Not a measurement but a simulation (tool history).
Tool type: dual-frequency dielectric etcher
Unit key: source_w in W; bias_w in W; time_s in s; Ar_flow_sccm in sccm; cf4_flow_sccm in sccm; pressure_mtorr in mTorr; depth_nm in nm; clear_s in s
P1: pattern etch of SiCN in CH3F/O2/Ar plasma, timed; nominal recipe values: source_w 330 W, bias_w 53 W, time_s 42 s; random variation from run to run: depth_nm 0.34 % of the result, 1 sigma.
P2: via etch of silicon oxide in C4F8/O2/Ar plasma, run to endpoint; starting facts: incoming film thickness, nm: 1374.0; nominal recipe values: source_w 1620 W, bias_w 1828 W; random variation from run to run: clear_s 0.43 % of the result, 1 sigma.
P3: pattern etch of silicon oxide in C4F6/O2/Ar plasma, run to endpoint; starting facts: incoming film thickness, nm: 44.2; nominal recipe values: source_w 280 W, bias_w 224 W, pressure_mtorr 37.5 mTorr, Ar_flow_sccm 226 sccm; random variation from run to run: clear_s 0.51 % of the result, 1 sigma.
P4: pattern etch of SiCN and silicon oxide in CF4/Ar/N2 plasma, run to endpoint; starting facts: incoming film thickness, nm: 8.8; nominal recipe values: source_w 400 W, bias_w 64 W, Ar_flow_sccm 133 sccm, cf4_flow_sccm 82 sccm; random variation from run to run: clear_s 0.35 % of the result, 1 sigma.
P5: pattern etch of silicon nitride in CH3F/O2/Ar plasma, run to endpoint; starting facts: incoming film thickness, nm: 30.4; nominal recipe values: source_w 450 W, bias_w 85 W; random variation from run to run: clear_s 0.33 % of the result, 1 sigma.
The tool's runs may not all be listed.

run	hour	process	source_w	bias_w	time_s	Ar_flow_sccm	cf4_flow_sccm	pressure_mtorr	depth_nm	clear_s
1	4.2	P1	330	53	42				13.092	
2	8.3	P4	400	64		133	82			11.456
3	15.2	P4	400	64		133	82			11.435
4	19.1	P1	330	53	42				13.199	
5	23.4	P4	400	41		133	82			13.135
6	27.8	P3	370	224		226		37.5		13.235
7	34.1	P1	330	53	42				13.066	
8	37.9	P3	280	224		182		37.5		14.226
9	41.8	P3	280	297		226		37.5		13.221
10	46.2	P1	330	53	23				7.1376	
11	53.5	P1	330	53	54.5				16.964	
12	60.2	P1	270	53	42				12.145	
13	67	P2	2090	1828						270.72
14	73.8	P5	450	85						38.712
15	81	P1	450	36	42				13.056	
16	85.5	P5	450	68						41.893
17	91.1	P5	450	85						38.592
18	98.2	P1	400	53	42				14.111	
19	103.5	P3	280	224		226		29.5		14.143
20	107.7	P4	400	64		185	82			12.119
21	112.4	P1	330	53	42				13.024	
22	119.3	P1	330	37	42				11.598	
23	125.9	P2	1620	2264						282.82
24	129.6	P2	1620	1828						300.99
25	135.9	P1	330	53	42				13.015	
26	139.6	P5	620	85						34.377
27	142.9	P3	280	224		226		37.5		14.531
28	150.2	P4	400	64		133	62			11.956
29	156.1	P1	330	64	42				13.883	
30	161.7	P4	270	64		133	82			16.207
31	164.9	P1	330	53	42				13.03	
32	170.3	P1	330	53	42				12.979	
33	173.9	P1	330	53	42				12.92	
34	180.5	P1	330	53	42				12.844	
35	185.6	P1	330	53	42				12.845	

What does the tool deliver on the next run?
# hour 189: wet clean of the chamber
36	191.9	P1	330	53	42				?	

Run 36 measured depth_nm 12.934 nm.
